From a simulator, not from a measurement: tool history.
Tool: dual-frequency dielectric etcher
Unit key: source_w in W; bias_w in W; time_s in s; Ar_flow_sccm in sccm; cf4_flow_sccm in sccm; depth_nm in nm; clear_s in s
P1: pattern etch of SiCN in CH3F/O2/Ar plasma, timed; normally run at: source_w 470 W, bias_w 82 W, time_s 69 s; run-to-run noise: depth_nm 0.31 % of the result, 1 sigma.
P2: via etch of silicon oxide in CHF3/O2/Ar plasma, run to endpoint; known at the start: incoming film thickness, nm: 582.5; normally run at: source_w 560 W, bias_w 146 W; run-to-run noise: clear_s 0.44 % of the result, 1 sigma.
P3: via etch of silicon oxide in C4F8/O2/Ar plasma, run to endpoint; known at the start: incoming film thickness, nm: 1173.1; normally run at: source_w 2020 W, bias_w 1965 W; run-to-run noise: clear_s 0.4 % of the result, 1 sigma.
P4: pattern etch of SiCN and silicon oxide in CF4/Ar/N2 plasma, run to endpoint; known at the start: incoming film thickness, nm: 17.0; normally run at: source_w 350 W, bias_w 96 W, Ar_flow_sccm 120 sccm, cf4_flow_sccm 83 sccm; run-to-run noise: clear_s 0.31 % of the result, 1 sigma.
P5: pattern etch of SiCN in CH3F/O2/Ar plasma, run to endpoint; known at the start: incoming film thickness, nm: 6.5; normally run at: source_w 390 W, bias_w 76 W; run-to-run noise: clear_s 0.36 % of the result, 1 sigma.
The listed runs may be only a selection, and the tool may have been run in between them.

run     day  process  source_w  bias_w  time_s  Ar_flow_sccm  cf4_flow_sccm  hours since the last wet clean  hours since the last source power generator calibration  hours since the last bias power generator calibration  depth_nm  clear_s
  1    0.45       P1       470      82      69                                                        133.3                                                    597.6                                                  253.9    29.241
  2   1.075       P5       390      76                                                                148.3                                                    612.6                                                  268.9             16.945
  3   1.592       P1       470      82      69                                                        160.7                                                      625                                                  281.3    29.308
  4   1.962       P4       350      96                   149             83                           169.6                                                    633.9                                                  290.2             23.887
  5   2.471       P2       430     146                                                                181.8                                                    646.1                                                  302.4             355.18
  6   3.129       P4       350      96                   120             83                           197.6                                                    661.9                                                  318.2             23.133
  7   3.779       P1       470      98      69                                                        213.2                                                    677.5                                                  333.8    31.158
  8   4.183       P4       350      96                   120             83                           222.9                                                    687.2                                                  343.5             23.148
  9   4.812       P2       560     181                                                                  238                                                    702.3                                                  358.6             299.33
 10   5.475       P1       270      82      69                                                        253.9                                                    718.2                                                  374.5    23.697
 11   6.125       P5       390     104                                                                269.5                                                    733.8                                                  390.1             15.048
 12    6.75       P3      2020    1965                                                                284.5                                                    748.8                                                  405.1             231.83
 13   7.367       P1       620      82    51.5                                                        299.3                                                    763.6                                                  419.9    24.243
 14   7.825       P1       470      82    96.5                                                        310.3                                                    774.6                                                  430.9     40.92
      8.358  -- source power generator calibrated
 15    8.45       P1       470      82      69                                                        325.3                                                      2.2                                                  445.9     29.29
 16   8.821       P4       350      96                   120            116                           334.2                                                     11.1                                                  454.8             22.056
 17   9.483       P5       530      76                                                                350.1                                                       27                                                  470.7             14.939
 18  10.129       P1       470      55      69                                                        365.6                                                     42.5                                                  486.2     25.35
 19  10.479       P3      2020    2574                                                                  374                                                     50.9                                                  494.6             216.25
 20  10.946       P2       560     146                                                                385.2                                                     62.1                                                  505.8             320.92

Estimate the outcome of run 21 from the log above:
 21  11.621       P1       470      82      38                                                        401.4                                                     78.3                                                    522         ?

{"run 21": {"depth_nm": 16.11}}
